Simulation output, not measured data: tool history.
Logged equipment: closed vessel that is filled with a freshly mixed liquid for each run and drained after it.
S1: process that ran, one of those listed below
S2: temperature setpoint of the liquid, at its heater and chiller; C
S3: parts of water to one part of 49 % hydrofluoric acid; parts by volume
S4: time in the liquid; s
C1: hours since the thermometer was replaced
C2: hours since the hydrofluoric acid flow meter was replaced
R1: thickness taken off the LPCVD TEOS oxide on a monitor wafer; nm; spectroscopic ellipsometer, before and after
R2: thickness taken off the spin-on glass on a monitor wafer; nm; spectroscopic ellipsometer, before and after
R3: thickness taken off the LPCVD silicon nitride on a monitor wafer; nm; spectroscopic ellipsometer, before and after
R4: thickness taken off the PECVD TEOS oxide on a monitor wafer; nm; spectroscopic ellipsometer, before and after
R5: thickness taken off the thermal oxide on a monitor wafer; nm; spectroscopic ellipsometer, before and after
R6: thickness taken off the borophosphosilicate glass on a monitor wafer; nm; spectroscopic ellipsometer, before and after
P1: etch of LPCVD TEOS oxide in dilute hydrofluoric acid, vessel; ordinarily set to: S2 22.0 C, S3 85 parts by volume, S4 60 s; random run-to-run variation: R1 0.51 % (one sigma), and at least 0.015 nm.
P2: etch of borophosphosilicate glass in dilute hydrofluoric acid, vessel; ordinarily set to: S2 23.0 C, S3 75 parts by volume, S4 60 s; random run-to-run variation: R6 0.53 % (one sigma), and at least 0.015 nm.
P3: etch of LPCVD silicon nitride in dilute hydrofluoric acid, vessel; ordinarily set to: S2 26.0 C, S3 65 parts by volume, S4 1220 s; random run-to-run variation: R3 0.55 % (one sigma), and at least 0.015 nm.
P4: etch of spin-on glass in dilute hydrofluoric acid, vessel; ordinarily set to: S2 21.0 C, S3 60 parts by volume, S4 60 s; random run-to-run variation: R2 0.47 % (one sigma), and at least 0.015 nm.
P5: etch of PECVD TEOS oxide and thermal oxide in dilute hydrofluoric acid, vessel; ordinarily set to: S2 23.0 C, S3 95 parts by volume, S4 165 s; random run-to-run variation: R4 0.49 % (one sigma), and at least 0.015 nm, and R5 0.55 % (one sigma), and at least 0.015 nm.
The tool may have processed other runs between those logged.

Run 1, day 0.138: S1 P1, S2 22.0 C, S3 85 parts by volume, S4 60 s; C1 279.6; C2 1112.7. Result: R1 30.8510 nm.
Run 2, day 0.388: S1 P1, S2 30.5 C, S3 85 parts by volume, S4 60 s; C1 285.6; C2 1118.7. Result: R1 43.0960 nm.
Run 3, day 0.608: S1 P1, S2 22.0 C, S3 85 parts by volume, S4 60 s; C1 290.9; C2 1124.0. Result: R1 30.6570 nm.
Run 4, day 0.754: S1 P1, S2 22.0 C, S3 55 parts by volume, S4 60 s; C1 294.4; C2 1127.5. Result: R1 48.8860 nm.
Run 5, day 0.967: S1 P1, S2 22.0 C, S3 85 parts by volume, S4 60 s; C1 299.5; C2 1132.6. Result: R1 30.5590 nm.
Run 6, day 1.204: S1 P4, S2 29.0 C, S3 60 parts by volume, S4 60 s; C1 305.2; C2 1138.3. Result: R2 32.416 nm.
Run 7, day 1.479: S1 P3, S2 26.0 C, S3 65 parts by volume, S4 2260 s; C1 311.8; C2 1144.9. Result: R3 18.4860 nm.
Run 8, day 1.775: S1 P1, S2 22.0 C, S3 85 parts by volume, S4 60 s; C1 318.9; C2 1152.0. Result: R1 30.6090 nm.
Run 9, day 1.962: S1 P1, S2 22.0 C, S3 130 parts by volume, S4 30 s; C1 323.4; C2 1156.5. Result: R1 9.5891 nm.
Run 10, day 2.233: S1 P5, S2 23.0 C, S3 165 parts by volume, S4 165 s; C1 329.9; C2 1163.0. Result: R4 22.3040 nm, R5 4.3512 nm.
Run 11, day 2.492: S1 P5, S2 23.0 C, S3 95 parts by volume, S4 165 s; C1 336.1; C2 1169.2. Result: R4 42.0450 nm, R5 8.2611 nm.
Run 12, day 2.767: S1 P5, S2 23.0 C, S3 95 parts by volume, S4 30 s; C1 342.7; C2 1175.8. Result: R4 7.6437 nm, R5 1.5198 nm.
Run 13, day 2.975: S1 P2, S2 23.0 C, S3 75 parts by volume, S4 60 s; C1 347.7; C2 1180.8. Result: R6 46.691 nm.
Run 14, day 3.179: S1 P1, S2 22.0 C, S3 85 parts by volume, S4 30 s; C1 352.6; C2 1185.7. Result: R1 15.3010 nm.
Run 15, day 3.338: S1 P1, S2 22.0 C, S3 115 parts by volume, S4 60 s; C1 356.4; C2 1189.5. Result: R1 21.7220 nm.
Run 16, day 3.612: S1 P2, S2 23.0 C, S3 20 parts by volume, S4 60 s; C1 363.0; C2 1196.1. Result: R6 190.140 nm.
Run 17, day 3.896: S1 P3, S2 26.0 C, S3 105 parts by volume, S4 1220 s; C1 369.8; C2 1202.9. Result: R3 6.2240 nm.
Run 18, day 4.162: S1 P1, S2 17.0 C, S3 85 parts by volume, S4 60 s; C1 376.2; C2 1209.3. Result: R1 24.7830 nm.
Run 19, day 4.446: S1 P4, S2 21.0 C, S3 60 parts by volume, S4 60 s; C1 383.0; C2 1216.1. Result: R2 23.029 nm.
Run 20, day 4.633: S1 P3, S2 26.0 C, S3 65 parts by volume, S4 1220 s; C1 387.5; C2 1220.6. Result: R3 9.9026 nm.
Run 21, day 4.921: S1 P1, S2 22.0 C, S3 85 parts by volume, S4 60 s; C1 394.4; C2 1227.5. Result: R1 30.5130 nm.
Run 22, day 5.179: S1 P4, S2 21.0 C, S3 60 parts by volume, S4 30 s; C1 400.6; C2 1233.7. Result: R2 11.619 nm.
Run 23, day 5.425: S1 P1, S2 22.0 C, S3 85 parts by volume, S4 95 s; C1 406.5; C2 1239.6. Result: R1 48.2820 nm.
Run 24, day 5.692: S1 P4, S2 21.0 C, S3 20 parts by volume, S4 60 s; C1 412.9; C2 1246.0. Result: R2 72.827 nm.
Run 25, day 5.833: S1 P3, S2 32.0 C, S3 65 parts by volume, S4 1220 s; C1 416.3; C2 1249.4. Result: R3 14.7810 nm.
Run 26, day 5.996: S1 P2, S2 27.5 C, S3 75 parts by volume, S4 60 s; C1 420.2; C2 1253.3. Result: R6 56.059 nm.
Run 27, day 6.167: S1 P5, S2 23.0 C, S3 95 parts by volume, S4 165 s; C1 424.3; C2 1257.4. Result: R4 42.0280 nm, R5 8.1850 nm.
Run 28, day 6.333: S1 P3, S2 26.0 C, S3 65 parts by volume, S4 1220 s; C1 428.3; C2 1261.4. Result: R3 9.9617 nm.
Run 29, day 6.608: S1 P4, S2 21.0 C, S3 60 parts by volume, S4 60 s; C1 434.9; C2 1268.0. Result: R2 23.107 nm.
Run 30, day 6.888: S1 P2, S2 23.0 C, S3 75 parts by volume, S4 30 s; C1 441.6; C2 1274.7. Result: R6 23.604 nm.
Run 31, day 7.158: S1 P5, S2 29.5 C, S3 95 parts by volume, S4 165 s; C1 448.1; C2 1281.2. Result: R4 53.6730 nm, R5 10.5110 nm.
Run 32, day 7.304: S1 P1, S2 22.0 C, S3 85 parts by volume, S4 60 s; C1 451.6; C2 1284.7. Result: R1 30.6920 nm.
Run 33, day 7.592: S1 P1, S2 22.0 C, S3 85 parts by volume, S4 60 s; C1 458.5; C2 1291.6. Result: R1 30.5910 nm.
Run 34, day 7.783: S1 P1, S2 22.0 C, S3 85 parts by volume, S4 60 s; C1 463.1; C2 1296.2. Result: R1 31.7590 nm.
Run 35, day 8.008: S1 P1, S2 22.0 C, S3 85 parts by volume, S4 60 s; C1 468.5; C2 1301.6. Result: R1 32.5200 nm.
Run 36, day 8.179: S1 P1, S2 22.0 C, S3 85 parts by volume, S4 60 s; C1 472.6; C2 1305.7. Result: R1 32.7080 nm.
Run 37, day 8.408: S1 P1, S2 22.0 C, S3 85 parts by volume, S4 60 s; C1 478.1; C2 1311.2. Result: R1 33.2380 nm.
Run 38, day 8.554: S1 P1, S2 22.0 C, S3 85 parts by volume, S4 60 s; C1 481.6; C2 1314.7. Result: R1 33.6210 nm.
Run 39, day 8.783: S1 P1, S2 22.0 C, S3 85 parts by volume, S4 60 s; C1 487.1; C2 1320.2. Result: R1 33.5440 nm.
Run 40, day 9.062: S1 P1, S2 22.0 C, S3 85 parts by volume, S4 60 s; C1 493.8; C2 1326.9. Result: R1 33.4770 nm.
Run 41, day 9.271: S1 P1, S2 22.0 C, S3 85 parts by volume, S4 60 s; C1 498.8; C2 1331.9. Result: R1 33.7160 nm.
Run 42, day 9.533: S1 P1, S2 22.0 C, S3 85 parts by volume, S4 60 s; C1 505.1; C2 1338.2. Result: R1 33.8270 nm.

P1 no longer gives what it gave before; its output has crept away from where it was. The following 2 causes, each at its listed size, fit the log equally well:
A: hydrofluoric acid flow above the setpoint (%) = 9.14
B: liquid hotter than its thermometer reads (K) = 2.38
At approximately day 7.592, the process output began to creep.

Consider the 4 single-wafer check runs listed below, results given as question marks: which one distinguishes between the causes by giving clearly different results for each?
Run check 1, day 9.796: S1 P3, S2 26.0 C, S3 65 parts by volume, S4 1220 s. Result: R3 ?.
Run check 2, day 9.796: S1 P4, S2 21.0 C, S3 60 parts by volume, S4 60 s. Result: R2 ?.
Run check 3, day 9.796: S1 P5, S2 23.0 C, S3 95 parts by volume, S4 165 s. Result: R4 ?, R5 ?.
Run check 4, day 9.796: S1 P2, S2 23.0 C, S3 75 parts by volume, S4 60 s. Result: R6 ?.

How each check would come out, cause by cause:
  check  result     if A     if B
check 1      R3  10.8820  11.6630
check 2      R2   25.467   25.598
check 3      R4  46.2720  46.1470
check 3      R5   9.0332   9.0087
check 4      R6   51.742   51.773
Smallest distance between any two causes, each pair judged by its most separating result, in per cent: check 1 6.93 %; check 2 0.51 %; check 3 0.27 %; check 4 0.06 %
The other checks would show nearly matching results whichever cause is true, so check 1 is the only one that separates the causes.

Check 1 was then run and gave: R3 10.9130 nm. Which cause is it?

Of the candidate causes, it is A: hydrofluoric acid flow above the setpoint (%).

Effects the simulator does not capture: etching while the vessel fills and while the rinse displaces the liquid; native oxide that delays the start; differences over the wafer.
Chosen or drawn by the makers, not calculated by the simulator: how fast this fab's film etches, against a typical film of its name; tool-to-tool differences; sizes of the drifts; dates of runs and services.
